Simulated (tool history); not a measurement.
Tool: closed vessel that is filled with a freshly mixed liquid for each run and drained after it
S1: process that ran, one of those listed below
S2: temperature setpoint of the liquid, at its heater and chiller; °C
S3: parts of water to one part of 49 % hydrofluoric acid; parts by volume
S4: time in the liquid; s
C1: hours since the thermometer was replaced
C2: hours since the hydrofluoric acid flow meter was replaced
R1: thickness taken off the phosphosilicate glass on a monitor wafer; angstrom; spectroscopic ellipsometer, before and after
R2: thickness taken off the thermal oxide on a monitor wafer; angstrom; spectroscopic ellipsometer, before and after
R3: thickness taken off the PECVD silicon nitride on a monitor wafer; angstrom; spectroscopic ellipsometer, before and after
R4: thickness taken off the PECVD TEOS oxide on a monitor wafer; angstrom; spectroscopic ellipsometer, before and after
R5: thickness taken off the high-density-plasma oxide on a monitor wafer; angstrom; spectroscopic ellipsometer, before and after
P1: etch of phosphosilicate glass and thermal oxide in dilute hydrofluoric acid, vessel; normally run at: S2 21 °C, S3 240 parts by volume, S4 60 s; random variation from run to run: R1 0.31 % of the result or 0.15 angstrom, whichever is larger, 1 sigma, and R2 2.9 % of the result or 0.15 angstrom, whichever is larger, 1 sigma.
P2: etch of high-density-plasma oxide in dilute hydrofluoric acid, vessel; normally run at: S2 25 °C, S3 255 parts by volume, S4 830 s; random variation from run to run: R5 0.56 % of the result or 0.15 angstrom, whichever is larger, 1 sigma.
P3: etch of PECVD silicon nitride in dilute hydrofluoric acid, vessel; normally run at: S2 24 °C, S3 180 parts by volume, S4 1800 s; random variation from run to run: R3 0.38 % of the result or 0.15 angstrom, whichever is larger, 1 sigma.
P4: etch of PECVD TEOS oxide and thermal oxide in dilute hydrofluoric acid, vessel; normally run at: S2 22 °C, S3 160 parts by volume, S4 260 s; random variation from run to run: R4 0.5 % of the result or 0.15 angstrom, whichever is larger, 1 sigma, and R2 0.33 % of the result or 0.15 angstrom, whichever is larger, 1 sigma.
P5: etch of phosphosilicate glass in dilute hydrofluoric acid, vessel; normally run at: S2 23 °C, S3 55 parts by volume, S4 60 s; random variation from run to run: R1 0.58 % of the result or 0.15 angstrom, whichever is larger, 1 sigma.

run   hour  S1    S2   S3    S4     C1     C2      R1      R2      R3      R4      R5
  1    5.5  P1    21  240    60  706.9   64.8  378.06  8.6923
  2   10.7  P1    21  410    30  712.1     70  95.195  2.4087
  3   15.6  P5    17   55    60    717   74.9  743.62
  4   20.4  P1    17  240    60  721.8   79.7  325.21  7.8601
  5   23.4  P1    21  240    60  724.8   82.7  377.26  9.7794
  6   28.1  P3    24   80  1800  729.5   87.4                  706.34
  7     33  P4    17  160   260  734.4   92.3          54.109          190.73
  8   38.3  P1    21  130    60  739.7   97.6  780.84   19.61
  9   41.5  P3    24  180  1800  742.9  100.8                  315.07
 10     47  P5    23   55    60  748.4  106.3  953.33
 11   53.1  P5    23   55   110  754.5  112.4  1736.1
 12   56.6  P4    22  160    40    758  115.9           10.11          36.219
 13   60.9  P5    23  100    60  762.3  120.2  495.44
 14   63.8  P2    25  255   830  765.2  123.1                                  188.62
 15   67.4  P4    22  285   260  768.8  126.7          32.674          114.78
 16   71.4  P1    18  160    60  772.8  130.7  547.04  13.113
 17   74.8  P1    21  240    35  776.2  134.1  219.84  5.4649
 18   80.4  P1    21  240   105  781.8  139.7  657.93   16.71
 19   85.1  P1    21  240    60  786.5  144.4  375.76  9.1465
 20   90.3  P3    24  180    75  791.7  149.6                  13.085
 21   93.8  P2    25  255   390  795.2  153.1                                  88.045
 22   99.4  P3    18  180  1800  800.8  158.7                   213.8
 23  102.4  P1    21  240    60  803.8  161.7  378.98  9.2172
 24  106.8  P2    25  415   830  808.2  166.1                                  98.451
 25  110.5  P1    21  350    60  811.9  169.8  235.26  5.7154
 26  116.7  P3    24  180  1800  818.1    176                  316.68
 27  122.7  P1  26.5  240    60  824.1    182  461.11  11.503
 28  127.6  P1    21  240    60    829  186.9  378.35  9.0392
 29  132.4  P2    18  255   830  833.8  191.7                                  143.82
 30  136.4  P5    23   55    60  837.8  195.7   962.2
 31    141  P4    22  160   260  842.4  200.3          65.759          232.99
 32    146  P2    25  255   830  847.4  205.3                                   188.2
 33  151.7  P4    22  160   260  853.1    211          65.908           232.7
 34  157.9  P1    21  240    60  859.3  217.2   378.5  9.0277
 35    164  P1    21  240    60  865.4  223.3  390.92  9.3531
 36  168.5  P1    21  240    60  869.9  227.8  395.73  9.3437
 37  174.3  P1    21  240    60  875.7  233.6  400.66  9.9201
 38  179.7  P1    21  240    60  881.1    239  402.95  9.0756
 39  182.9  P1    21  240    60  884.3  242.2  405.19  9.3745
 40  187.1  P1    21  240    60  888.5  246.4  407.71  9.7043
 41  192.4  P1    21  240    60  893.8  251.7  407.97  9.8622
 42  195.6  P1    21  240    60    897  254.9  408.02      10
 43  198.6  P1    21  240    60    900  257.9  407.66  9.7557
 44  203.8  P1    21  240    60  905.2  263.1  407.58  10.029
 45  209.9  P1    21  240    60  911.3  269.2  408.79  10.091

What P1 gives has crept away from where it was. These 2 causes fit the log equally well, each at the size given:
A: hydrofluoric acid flow above the setpoint (%) = 6.65
B: liquid hotter than its thermometer reads (K) = 2.15
The creep began at about hour 157.9.

4 check runs are offered, one wafer each, their results left as question marks. Which one tells the causes apart?
check 1   216  P2  21.5  405   830                           ?
check 2   216  P4    17  280   260               ?       ?
check 3   216  P3    24  115  1800                   ?
check 4   216  P5    23   95   110           ?

What each check would give under each cause:
  check  result    if A    if B
check 1      R5  98.949  97.556
check 2      R2  30.079  30.136
check 2      R4  106.51  106.71
check 3      R3  524.37  565.73
check 4      R1  1037.9  1052.4
How far apart the two closest causes lie, in the result that separates them most: check 1 1.42 %; check 2 0.19 %; check 3 7.59 %; check 4 1.39 %
Only check 3 tells the causes apart: in the others they would give nearly the same result.

Check 3 was then run and gave: R3 569.59 angstrom. Which cause is it?

It is B: liquid hotter than its thermometer reads (K).
